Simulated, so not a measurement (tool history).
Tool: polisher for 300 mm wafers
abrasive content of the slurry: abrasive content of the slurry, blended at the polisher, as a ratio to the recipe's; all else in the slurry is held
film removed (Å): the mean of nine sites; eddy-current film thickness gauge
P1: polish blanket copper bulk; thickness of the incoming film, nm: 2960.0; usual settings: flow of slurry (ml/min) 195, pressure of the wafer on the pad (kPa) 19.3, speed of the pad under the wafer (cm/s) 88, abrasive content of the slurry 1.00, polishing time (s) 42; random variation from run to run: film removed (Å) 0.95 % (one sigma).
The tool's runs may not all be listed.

run   hour  flow of slurry (ml/min)  pressure of the wafer on the pad (kPa)  speed of the pad under the wafer (cm/s)  abrasive content of the slurry  polishing time (s)  film removed (Å)
  1    3.9                      195                                    19.3                                       88                            1.00                  42            2776.6
  2    8.6                      195                                    19.3                                      138                            1.00                  42            4375.1
  3   12.9                      195                                    19.3                                       88                            1.45                  42            3042.8
  4   16.5                      195                                    13.8                                       88                            1.00                  42            1980.1
  5   22.1                      195                                    19.3                                       88                            1.00                  27            1788.2
  6   27.1                      195                                    19.3                                       88                            1.00                  42            2861.2
  7   33.7                      195                                    19.3                                       88                            1.00                  42            2778.1
  8   38.0                      280                                    19.3                                       88                            1.00                  42            2926.5
  9   41.1                      195                                    19.3                                       88                            1.00                  42            2807.8
 10   44.8                      195                                    19.3                                       88                            0.50                  42            2417.8
 11   49.1                      195                                    30.3                                       88                            1.00                  42            4434.8
 12   53.2                      195                                    19.3                                       88                            1.00                  54            3588.3
 13   59.8                      195                                    19.3                                       88                            1.00                  42            2813.2
 14   66.2                      195                                    19.3                                       88                            1.00                  42            2816.1
 15   71.1                      195                                    19.3                                       40                            1.00                  42            1261.8
 16   75.2                      195                                    19.3                                       88                            1.00                  42            2792.2
 17   80.6                      115                                    19.3                                       88                            1.00                  42            2541.2
 18   86.3                      290                                    19.3                                       88                            1.00                  62            4338.7
 19   90.3                      195                                    19.3                                       88                            1.00                  42            2781.6
 20   94.7                      195                                    19.3                                       88                            1.00                  42            2770.7
 21  101.3                      195                                    19.3                                       88                            1.00                  42            2630.3
 22  107.1                      195                                    19.3                                       88                            1.00                  42            2606.9
     113.1  -- slurry blender recalibrated
     113.3  -- worn pad replaced by a new one
 23  113.8                      195                                    19.3                                       88                            1.00                  42            2584.6
 24  119.5                      195                                    19.3                                       88                            1.00                  42            2568.5
 25  122.7                      195                                    19.3                                       88                            1.00                  42            2601.8
 26  126.4                      195                                    19.3                                       88                            1.00                  42            2551.3

What P1 gives has crept away from where it was. These 2 causes fit the log equally well, each at the size given:
A: slurry flow missing at the pad, % = 37.8
B: head's pressure below its setpoint, % = 7.77
The creep began at about hour 90.3.
Why every other cause is out:
removal rate lost through wear of the pad, %: serviced at hour 113.3, which brought nothing back
abrasive missing from the slurry, %: serviced at hour 113.1, which brought nothing back

4 check runs are offered, each on 3 wafers whose results are averaged, their results left as question marks. Which one tells the causes apart?
check 1  130.1                      195                                    15.2                                       88                            0.80                  42                 ?
check 2  130.1                      120                                    19.3                                       88                            1.00                  42                 ?
check 3  130.1                      195                                    19.3                                       42                            1.00                  27                 ?
check 4  130.1                      195                                    19.3                                       88                            1.25                  51                 ?

What each check would give under each cause:
  check            result     if A     if B
check 1  film removed (Å)  1939.70  1939.60
check 2  film removed (Å)  2278.60  2381.50
check 3  film removed (Å)   794.04   793.97
check 4  film removed (Å)  3298.50  3298.30
How far apart the two closest causes lie, in the result that separates them most: check 1 0.01 %; check 2 4.42 %; check 3 0.01 %; check 4 0.01 %
Check 2 tells the causes apart: in the others they would give nearly the same result.

Then check 2 was run and gave: film removed (Å) 2371.30. Which cause is it?

It is B: head's pressure below its setpoint, %.

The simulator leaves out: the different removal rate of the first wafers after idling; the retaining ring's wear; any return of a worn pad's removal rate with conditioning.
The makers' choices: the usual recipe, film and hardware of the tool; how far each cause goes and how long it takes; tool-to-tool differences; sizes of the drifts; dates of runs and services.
